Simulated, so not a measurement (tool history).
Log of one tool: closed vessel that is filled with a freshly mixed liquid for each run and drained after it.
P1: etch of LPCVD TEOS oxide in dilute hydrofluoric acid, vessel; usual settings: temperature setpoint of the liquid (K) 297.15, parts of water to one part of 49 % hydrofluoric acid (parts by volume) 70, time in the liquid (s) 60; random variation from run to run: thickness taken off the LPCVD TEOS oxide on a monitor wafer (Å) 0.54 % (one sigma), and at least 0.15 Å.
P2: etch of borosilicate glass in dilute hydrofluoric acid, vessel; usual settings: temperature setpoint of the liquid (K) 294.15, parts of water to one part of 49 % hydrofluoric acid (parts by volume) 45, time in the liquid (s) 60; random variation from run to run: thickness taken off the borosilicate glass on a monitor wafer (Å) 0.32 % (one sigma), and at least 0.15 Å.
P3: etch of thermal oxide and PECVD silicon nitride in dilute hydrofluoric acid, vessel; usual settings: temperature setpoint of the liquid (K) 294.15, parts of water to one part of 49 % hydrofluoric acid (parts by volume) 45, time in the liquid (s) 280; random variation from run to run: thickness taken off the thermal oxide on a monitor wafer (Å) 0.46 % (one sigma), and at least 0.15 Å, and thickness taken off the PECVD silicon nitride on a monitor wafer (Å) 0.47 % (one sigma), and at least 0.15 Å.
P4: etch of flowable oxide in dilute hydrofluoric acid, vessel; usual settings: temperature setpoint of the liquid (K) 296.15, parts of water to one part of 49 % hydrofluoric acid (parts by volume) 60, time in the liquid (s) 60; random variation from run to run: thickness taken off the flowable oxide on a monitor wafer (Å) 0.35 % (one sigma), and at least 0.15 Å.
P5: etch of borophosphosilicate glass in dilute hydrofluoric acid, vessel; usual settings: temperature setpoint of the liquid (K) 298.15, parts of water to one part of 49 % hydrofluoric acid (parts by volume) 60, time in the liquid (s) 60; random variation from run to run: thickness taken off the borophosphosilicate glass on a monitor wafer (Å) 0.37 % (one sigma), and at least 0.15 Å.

run   hour  process that ran  temperature setpoint of the liquid (K)  parts of water to one part of 49 % hydrofluoric acid (parts by volume)  time in the liquid (s)  hours since the thermometer was replaced  hours since the hydrofluoric acid flow meter was replaced  thickness taken off the LPCVD TEOS oxide on a monitor wafer (Å)  thickness taken off the borophosphosilicate glass on a monitor wafer (Å)  thickness taken off the flowable oxide on a monitor wafer (Å)  thickness taken off the thermal oxide on a monitor wafer (Å)  thickness taken off the PECVD silicon nitride on a monitor wafer (Å)  thickness taken off the borosilicate glass on a monitor wafer (Å)
  1    3.6                P1                                  297.15                                                                      70                      60                                     728.3                                                     1015.2                                                           329.76
  2    5.9                P5                                  298.15                                                                      60                      30                                     730.6                                                     1017.5                                                                                                                                     217.04
  3    9.1                P4                                  296.15                                                                      60                      90                                     733.8                                                     1020.7                                                                                                                                                                                                    330.19
  4   11.2                P1                                  305.65                                                                      70                      60                                     735.9                                                     1022.8                                                           455.22
  5   13.4                P3                                  294.15                                                                      45                     280                                     738.1                                                       1025                                                                                                                                                                                                                                                                  270.41                                                                219.24
  6   17.1                P5                                  298.15                                                                      85                      60                                     741.8                                                     1028.7                                                                                                                                     295.74
  7   21.1                P2                                  294.15                                                                      75                      60                                     745.8                                                     1032.7                                                                                                                                                                                                                                                                                                                                                                                                           246.23
  8   24.1                P1                                  297.15                                                                      70                      60                                     748.8                                                     1035.7                                                           329.53
  9   28.4                P2                                  294.15                                                                      45                      60                                     753.1                                                       1040                                                                                                                                                                                                                                                                                                                                                                                                           423.75
 10   32.6                P1                                  297.15                                                                      40                      60                                     757.3                                                     1044.2                                                           598.52
 11   36.5                P1                                  297.15                                                                      70                      60                                     761.2                                                     1048.1                                                            327.8
 12   39.6                P1                                  297.15                                                                      20                     100                                     764.3                                                     1051.2                                                           2060.8
 13   43.8                P1                                  297.15                                                                      70                      30                                     768.5                                                     1055.4                                                           164.82
 14   46.2                P1                                  290.15                                                                      70                      60                                     770.9                                                     1057.8                                                           246.56
 15   49.4                P3                                  294.15                                                                      25                     280                                     774.1                                                       1061                                                                                                                                                                                                                                                                  497.26                                                                387.76
 16   51.7                P3                                  290.15                                                                      45                     280                                     776.4                                                     1063.3                                                                                                                                                                                                                                                                  226.62                                                                164.96
 17   53.7                P5                                  303.15                                                                      60                      60                                     778.4                                                     1065.3                                                                                                                                     529.91
 18   57.4                P2                                  294.15                                                                      45                      90                                     782.1                                                       1069                                                                                                                                                                                                                                                                                                                                                                                                            637.2
 19   61.1                P3                                  294.15                                                                      45                     530                                     785.8                                                     1072.7                                                                                                                                                                                                                                                                  512.59                                                                418.94
 20   63.7                P1                                  297.15                                                                      70                     105                                     788.4                                                     1075.3                                                           571.25
 21     67                P2                                  300.15                                                                      45                      60                                     791.7                                                     1078.6                                                                                                                                                                                                                                                                                                                                                                                                           540.69
 22   70.3                P4                                  303.65                                                                      60                      60                                       795                                                     1081.9                                                                                                                                                                                                    295.89
 23   73.6                P1                                  297.15                                                                     120                      60                                     798.3                                                     1085.2                                                           181.64
 24   77.2                P4                                  296.15                                                                      60                      60                                     801.9                                                     1088.8                                                                                                                                                                                                    220.81
 25     81                P4                                  296.15                                                                      25                      60                                     805.7                                                     1092.6                                                                                                                                                                                                    552.77
 26   82.9                P1                                  297.15                                                                      70                      60                                     807.6                                                     1094.5                                                           326.13
 27   85.1                P2                                  294.15                                                                      45                      60                                     809.8                                                     1096.7                                                                                                                                                                                                                                                                                                                                                                                                            423.8
 28   87.5                P5                                  298.15                                                                      60                      60                                     812.2                                                     1099.1                                                                                                                                      436.3
 29   89.9                P1                                  297.15                                                                      70                      60                                     814.6                                                     1101.5                                                            325.9
 30   91.9                P5                                  298.15                                                                      60                      60                                     816.6                                                     1103.5                                                                                                                                     434.21
 31   94.5                P1                                  297.15                                                                      70                      60                                     819.2                                                     1106.1                                                           329.66
 32   97.7                P1                                  297.15                                                                      70                      60                                     822.4                                                     1109.3                                                           346.07
 33  101.9                P1                                  297.15                                                                      70                      60                                     826.6                                                     1113.5                                                           352.54
 34  104.8                P1                                  297.15                                                                      70                      60                                     829.5                                                     1116.4                                                           357.64
 35  108.1                P1                                  297.15                                                                      70                      60                                     832.8                                                     1119.7                                                           359.28
 36  112.3                P1                                  297.15                                                                      70                      60                                       837                                                     1123.9                                                           358.55
 37  114.9                P1                                  297.15                                                                      70                      60                                     839.6                                                     1126.5                                                           357.69

What P1 gives has crept away from where it was. These 2 causes fit the log equally well, each at the size given:
A: hydrofluoric acid flow above the setpoint (%) = 8.4
B: liquid hotter than its thermometer reads (K) = 2.19
The creep began at about hour 94.5.

4 check runs are offered, one wafer each, their results left as question marks. Which one tells the causes apart?
check 1  117.5                P2                                  294.15                                                                      60                      60                                                                                                                                                                                                                                                                                                                                                                                                                                                                                                                     ?
check 2  117.5                P3                                  290.15                                                                      35                     280                                                                                                                                                                                                                                                                                                                                                                            ?                                                                     ?
check 3  117.5                P4                                  301.65                                                                      60                      60                                                                                                                                                                                                                                                                                                              ?
check 4  117.5                P5                                  301.65                                                                      80                      60                                                                                                                                                                                                                                               ?

What each check would give under each cause:
  check                                                                    result    if A    if B
check 1         thickness taken off the borosilicate glass on a monitor wafer (Å)  340.21  341.74
check 2              thickness taken off the thermal oxide on a monitor wafer (Å)  321.41  325.22
check 2      thickness taken off the PECVD silicon nitride on a monitor wafer (Å)  228.19  246.64
check 3             thickness taken off the flowable oxide on a monitor wafer (Å)  299.29  298.67
check 4  thickness taken off the borophosphosilicate glass on a monitor wafer (Å)   397.8  395.59
How far apart the two closest causes lie, in the result that separates them most: check 1 0.45 %; check 2 7.78 %; check 3 0.21 %; check 4 0.56 %
Check 2 tells the causes apart: in the others they would give nearly the same result.

Check 2 was then run and gave: thickness taken off the thermal oxide on a monitor wafer (Å) 322.74; thickness taken off the PECVD silicon nitride on a monitor wafer (Å) 227.18. Which cause is it?

It is A: hydrofluoric acid flow above the setpoint (%).
